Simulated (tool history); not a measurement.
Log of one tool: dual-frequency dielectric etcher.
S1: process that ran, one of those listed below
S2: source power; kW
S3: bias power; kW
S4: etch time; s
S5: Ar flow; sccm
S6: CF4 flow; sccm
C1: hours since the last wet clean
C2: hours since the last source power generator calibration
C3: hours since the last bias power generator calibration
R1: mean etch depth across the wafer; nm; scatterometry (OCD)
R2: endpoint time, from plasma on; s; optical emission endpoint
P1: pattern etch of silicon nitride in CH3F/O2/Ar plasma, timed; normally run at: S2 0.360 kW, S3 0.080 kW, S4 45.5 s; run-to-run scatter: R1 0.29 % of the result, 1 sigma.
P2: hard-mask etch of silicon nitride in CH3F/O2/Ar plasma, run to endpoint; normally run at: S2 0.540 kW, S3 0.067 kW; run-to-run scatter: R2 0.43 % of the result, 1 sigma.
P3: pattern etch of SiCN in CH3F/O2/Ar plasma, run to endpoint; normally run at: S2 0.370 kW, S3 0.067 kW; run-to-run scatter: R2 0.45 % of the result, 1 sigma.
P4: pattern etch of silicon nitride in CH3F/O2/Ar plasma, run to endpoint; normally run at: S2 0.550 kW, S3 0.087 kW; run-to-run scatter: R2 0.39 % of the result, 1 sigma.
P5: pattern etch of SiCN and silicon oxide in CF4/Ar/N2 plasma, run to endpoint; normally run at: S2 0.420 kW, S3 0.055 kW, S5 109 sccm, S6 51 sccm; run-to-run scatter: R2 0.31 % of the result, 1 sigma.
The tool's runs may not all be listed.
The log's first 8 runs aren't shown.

Run 9, hour 94.7: S1 P5, S2 0.420 kW, S3 0.055 kW, S5 109 sccm, S6 51 sccm; C1 490.1; C2 441.4; C3 992.4. Result: R2 23.510 s.
Run 10, hour 106.0: S1 P4, S2 0.550 kW, S3 0.087 kW; C1 501.4; C2 452.7; C3 1003.7. Result: R2 39.339 s.
Run 11, hour 117.1: S1 P4, S2 0.550 kW, S3 0.120 kW; C1 512.5; C2 463.8; C3 1014.8. Result: R2 34.932 s.
Run 12, hour 128.9: S1 P4, S2 0.420 kW, S3 0.087 kW; C1 524.3; C2 475.6; C3 1026.6. Result: R2 43.471 s.
Run 13, hour 139.3: S1 P5, S2 0.420 kW, S3 0.036 kW, S5 109 sccm, S6 51 sccm; C1 534.7; C2 486.0; C3 1037.0. Result: R2 26.879 s.
Run 14, hour 148.9: S1 P1, S2 0.280 kW, S3 0.080 kW, S4 45.5 s; C1 544.3; C2 495.6; C3 1046.6. Result: R1 27.569 nm.
Run 15, hour 161.6: S1 P5, S2 0.420 kW, S3 0.055 kW, S5 109 sccm, S6 51 sccm; C1 557.0; C2 508.3; C3 1059.3. Result: R2 23.503 s.
Run 16, hour 171.4: S1 P5, S2 0.420 kW, S3 0.055 kW, S5 109 sccm, S6 67 sccm; C1 566.8; C2 518.1; C3 1069.1. Result: R2 22.478 s.
Run 17, hour 182.3: S1 P5, S2 0.280 kW, S3 0.055 kW, S5 109 sccm, S6 51 sccm; C1 577.7; C2 529.0; C3 1080.0. Result: R2 33.702 s.
Run 18, hour 192.7: S1 P1, S2 0.360 kW, S3 0.080 kW, S4 45.5 s; C1 588.1; C2 539.4; C3 1090.4. Result: R1 30.220 nm.
Run 19, hour 205.1: S1 P3, S2 0.370 kW, S3 0.067 kW; C1 600.5; C2 551.8; C3 1102.8. Result: R2 36.829 s.
At hour 207.8: bias power generator calibrated.
Run 20, hour 211.3: S1 P2, S2 0.340 kW, S3 0.067 kW; C1 606.7; C2 558.0; C3 3.6. Result: R2 58.947 s.
Run 21, hour 224.8: S1 P4, S2 0.550 kW, S3 0.087 kW; C1 620.2; C2 571.5; C3 17.1. Result: R2 38.895 s.
At hour 227.8: source power generator calibrated.
Run 22, hour 235.8: S1 P5, S2 0.420 kW, S3 0.055 kW, S5 148 sccm, S6 51 sccm; C1 631.2; C2 8.0; C3 28.1. Result: R2 24.881 s.
Run 23, hour 249.7: S1 P1, S2 0.360 kW, S3 0.080 kW, S4 61.5 s; C1 645.1; C2 21.9; C3 42.0. Result: R1 40.581 nm.
Run 24, hour 259.7: S1 P1, S2 0.360 kW, S3 0.060 kW, S4 27.5 s; C1 655.1; C2 31.9; C3 52.0. Result: R1 16.548 nm.
Run 25, hour 269.9: S1 P3, S2 0.370 kW, S3 0.067 kW; C1 665.3; C2 42.1; C3 62.2. Result: R2 36.759 s.
At hour 273.8: wet clean of the chamber.
Run 26, hour 279.0: S1 P1, S2 0.360 kW, S3 0.105 kW, S4 34.5 s; C1 5.3; C2 51.2; C3 71.3. Result: R1 25.343 nm.
Run 27, hour 289.7: S1 P1, S2 0.360 kW, S3 0.080 kW, S4 27.5 s; C1 16.0; C2 61.9; C3 82.0. Result: R1 18.349 nm.
Run 28, hour 303.3: S1 P1, S2 0.360 kW, S3 0.111 kW, S4 45.5 s; C1 29.6; C2 75.5; C3 95.6. Result: R1 34.077 nm.

Run 29 comes next. What will it give?
Run 29, hour 309.5: S1 P3, S2 0.370 kW, S3 0.042 kW; C1 35.8; C2 81.7; C3 101.8. Result: R2 ?.

{"run 29": {"R2": 42.793}}

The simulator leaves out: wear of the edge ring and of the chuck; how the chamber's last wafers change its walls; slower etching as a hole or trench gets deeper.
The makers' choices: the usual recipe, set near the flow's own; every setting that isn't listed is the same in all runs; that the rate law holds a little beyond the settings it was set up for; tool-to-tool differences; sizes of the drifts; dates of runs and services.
